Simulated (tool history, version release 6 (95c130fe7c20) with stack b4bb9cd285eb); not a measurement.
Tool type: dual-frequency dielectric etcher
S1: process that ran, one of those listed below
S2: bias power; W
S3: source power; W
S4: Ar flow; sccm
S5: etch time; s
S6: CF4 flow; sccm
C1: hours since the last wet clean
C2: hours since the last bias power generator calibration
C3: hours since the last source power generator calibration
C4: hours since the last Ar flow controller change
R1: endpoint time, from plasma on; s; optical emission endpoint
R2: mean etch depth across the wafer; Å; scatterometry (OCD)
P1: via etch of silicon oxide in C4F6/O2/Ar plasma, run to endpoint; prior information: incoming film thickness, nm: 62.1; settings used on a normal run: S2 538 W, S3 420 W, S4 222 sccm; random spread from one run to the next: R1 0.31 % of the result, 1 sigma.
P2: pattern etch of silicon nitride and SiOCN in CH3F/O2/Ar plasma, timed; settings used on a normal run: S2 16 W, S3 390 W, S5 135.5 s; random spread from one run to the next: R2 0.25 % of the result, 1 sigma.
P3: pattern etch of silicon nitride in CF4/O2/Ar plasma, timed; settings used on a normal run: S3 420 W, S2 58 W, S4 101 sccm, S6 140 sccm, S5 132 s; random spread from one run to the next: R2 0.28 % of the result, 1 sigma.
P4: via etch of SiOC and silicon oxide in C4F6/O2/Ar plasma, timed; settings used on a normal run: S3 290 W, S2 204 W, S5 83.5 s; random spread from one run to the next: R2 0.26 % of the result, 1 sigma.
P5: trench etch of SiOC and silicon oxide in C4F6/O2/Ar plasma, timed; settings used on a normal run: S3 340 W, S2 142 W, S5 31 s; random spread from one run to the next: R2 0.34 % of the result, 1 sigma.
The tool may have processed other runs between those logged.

{"run": 1, "hour": 10.1, "S1": "P1", "S2": 538, "S3": 420, "S4": 222, "C1": 481, "C2": 1910.4, "C3": 1955.7, "C4": 688.9, "R1": 12.489}
{"run": 2, "hour": 23.6, "S1": "P1", "S2": 342, "S3": 420, "S4": 222, "C1": 494.5, "C2": 1923.9, "C3": 1969.2, "C4": 702.4, "R1": 14.742}
{"run": 3, "hour": 38.2, "S1": "P1", "S2": 538, "S3": 420, "S4": 222, "C1": 509.1, "C2": 1938.5, "C3": 1983.8, "C4": 717, "R1": 12.496}
{"run": 4, "hour": 46.6, "S1": "P5", "S2": 142, "S3": 340, "S5": 31, "C1": 517.5, "C2": 1946.9, "C3": 1992.2, "C4": 725.4, "R2": 536.88}
{"run": 5, "hour": 58.0, "S1": "P3", "S2": 58, "S3": 420, "S4": 101, "S5": 132, "S6": 140, "C1": 528.9, "C2": 1958.3, "C3": 2003.6, "C4": 736.8, "R2": 2343.9}
{"run": 6, "hour": 73.5, "S1": "P3", "S2": 58, "S3": 420, "S4": 101, "S5": 72.5, "S6": 140, "C1": 544.4, "C2": 1973.8, "C3": 2019.1, "C4": 752.3, "R2": 1288.8}
{"run": 7, "hour": 87.5, "S1": "P2", "S2": 16, "S3": 390, "S5": 135.5, "C1": 558.4, "C2": 1987.8, "C3": 2033.1, "C4": 766.3, "R2": 157.42}
{"run": 8, "hour": 104.8, "S1": "P1", "S2": 538, "S3": 520, "S4": 222, "C1": 575.7, "C2": 2005.1, "C3": 2050.4, "C4": 783.6, "R1": 11.587}
{"run": 9, "hour": 114.4, "S1": "P4", "S2": 204, "S3": 290, "S5": 83.5, "C1": 585.3, "C2": 2014.7, "C3": 2060, "C4": 793.2, "R2": 855.77}
{"run": 10, "hour": 122.8, "S1": "P1", "S2": 538, "S3": 420, "S4": 135, "C1": 593.7, "C2": 2023.1, "C3": 2068.4, "C4": 801.6, "R1": 11.81}
{"run": 11, "hour": 134.1, "S1": "P1", "S2": 538, "S3": 420, "S4": 222, "C1": 605, "C2": 2034.4, "C3": 2079.7, "C4": 812.9, "R1": 12.506}
{"run": 12, "hour": 143.6, "S1": "P4", "S2": 204, "S3": 290, "S5": 46, "C1": 614.5, "C2": 2043.9, "C3": 2089.2, "C4": 822.4, "R2": 470.9}
{"run": 13, "hour": 159.3, "S1": "P1", "S2": 538, "S3": 420, "S4": 222, "C1": 630.2, "C2": 2059.6, "C3": 2104.9, "C4": 838.1, "R1": 12.51}
{"run": 14, "hour": 177.4, "S1": "P2", "S2": 19, "S3": 390, "S5": 135.5, "C1": 648.3, "C2": 2077.7, "C3": 2123, "C4": 856.2, "R2": 169.4}
{"run": 15, "hour": 192.3, "S1": "P5", "S2": 93, "S3": 340, "S5": 31, "C1": 663.2, "C2": 2092.6, "C3": 2137.9, "C4": 871.1, "R2": 479.22}
{"run": 16, "hour": 208.9, "S1": "P3", "S2": 58, "S3": 420, "S4": 101, "S5": 132, "S6": 195, "C1": 679.8, "C2": 2109.2, "C3": 2154.5, "C4": 887.7, "R2": 2428.4}
{"run": 17, "hour": 217.9, "S1": "P4", "S2": 204, "S3": 290, "S5": 83.5, "C1": 688.8, "C2": 2118.2, "C3": 2163.5, "C4": 896.7, "R2": 851.99}
{"run": 18, "hour": 227.1, "S1": "P3", "S2": 46, "S3": 420, "S4": 101, "S5": 132, "S6": 140, "C1": 698, "C2": 2127.4, "C3": 2172.7, "C4": 905.9, "R2": 2159.8}
{"run": 19, "hour": 237.9, "S1": "P5", "S2": 142, "S3": 220, "S5": 31, "C1": 708.8, "C2": 2138.2, "C3": 2183.5, "C4": 916.7, "R2": 453.04}
{"run": 20, "hour": 254.9, "S1": "P1", "S2": 538, "S3": 420, "S4": 299, "C1": 725.8, "C2": 2155.2, "C3": 2200.5, "C4": 933.7, "R1": 12.868}
{"run": 21, "hour": 265.9, "S1": "P5", "S2": 142, "S3": 340, "S5": 31, "C1": 736.8, "C2": 2166.2, "C3": 2211.5, "C4": 944.7, "R2": 541.12}
{"run": 22, "hour": 275.3, "S1": "P3", "S2": 58, "S3": 340, "S4": 101, "S5": 132, "S6": 140, "C1": 746.2, "C2": 2175.6, "C3": 2220.9, "C4": 954.1, "R2": 1951.7}
{"run": 23, "hour": 286.8, "S1": "P4", "S2": 244, "S3": 290, "S5": 83.5, "C1": 757.7, "C2": 2187.1, "C3": 2232.4, "C4": 965.6, "R2": 909.42}
{"run": 24, "hour": 303.5, "S1": "P4", "S2": 204, "S3": 370, "S5": 83.5, "C1": 774.4, "C2": 2203.8, "C3": 2249.1, "C4": 982.3, "R2": 941.17}
{"run": 25, "hour": 313.3, "S1": "P2", "S2": 16, "S3": 470, "S5": 135.5, "C1": 784.2, "C2": 2213.6, "C3": 2258.9, "C4": 992.1, "R2": 168.35}
{"run": 26, "hour": 329.1, "S1": "P3", "S2": 58, "S3": 420, "S4": 74, "S5": 132, "S6": 140, "C1": 800, "C2": 2229.4, "C3": 2274.7, "C4": 1007.9, "R2": 2409.2}
{"run": 27, "hour": 338.4, "S1": "P1", "S2": 426, "S3": 420, "S4": 271, "C1": 809.3, "C2": 2238.7, "C3": 2284, "C4": 1017.2, "R1": 13.903}
{"run": 28, "hour": 356.5, "S1": "P2", "S2": 16, "S3": 390, "S5": 135.5, "C1": 827.4, "C2": 2256.8, "C3": 2302.1, "C4": 1035.3, "R2": 157.27}
{"run": 29, "hour": 366.4, "S1": "P5", "S2": 142, "S3": 340, "S5": 17.5, "C1": 837.3, "C2": 2266.7, "C3": 2312, "C4": 1045.2, "R2": 304.57}
{"run": 30, "hour": 380.8, "S1": "P1", "S2": 538, "S3": 420, "S4": 222, "C1": 851.7, "C2": 2281.1, "C3": 2326.4, "C4": 1059.6, "R1": 12.503}
{"run": 31, "hour": 397.8, "S1": "P1", "S2": 627, "S3": 290, "S4": 222, "C1": 868.7, "C2": 2298.1, "C3": 2343.4, "C4": 1076.6, "R1": 13.509}
{"run": 32, "hour": 414.7, "S1": "P1", "S2": 663, "S3": 420, "S4": 222, "C1": 885.6, "C2": 2315, "C3": 2360.3, "C4": 1093.5, "R1": 11.504}
{"run": 33, "hour": 429.4, "S1": "P1", "S2": 538, "S3": 270, "S4": 222, "C1": 900.3, "C2": 2329.7, "C3": 2375, "C4": 1108.2, "R1": 14.739}
{"run": 34, "hour": 437.7, "S1": "P2", "S2": 16, "S3": 390, "S5": 91, "C1": 908.6, "C2": 2338, "C3": 2383.3, "C4": 1116.5, "R2": 105.76}

Run 35, settings as shown, results not yet in. Your forecast:
{"run": 35, "hour": 447.5, "S1": "P1", "S2": 538, "S3": 420, "S4": 222, "C1": 918.4, "C2": 2347.8, "C3": 2393.1, "C4": 1126.3, "R1": "?"}

{"run 35": {"R1": 12.5}}
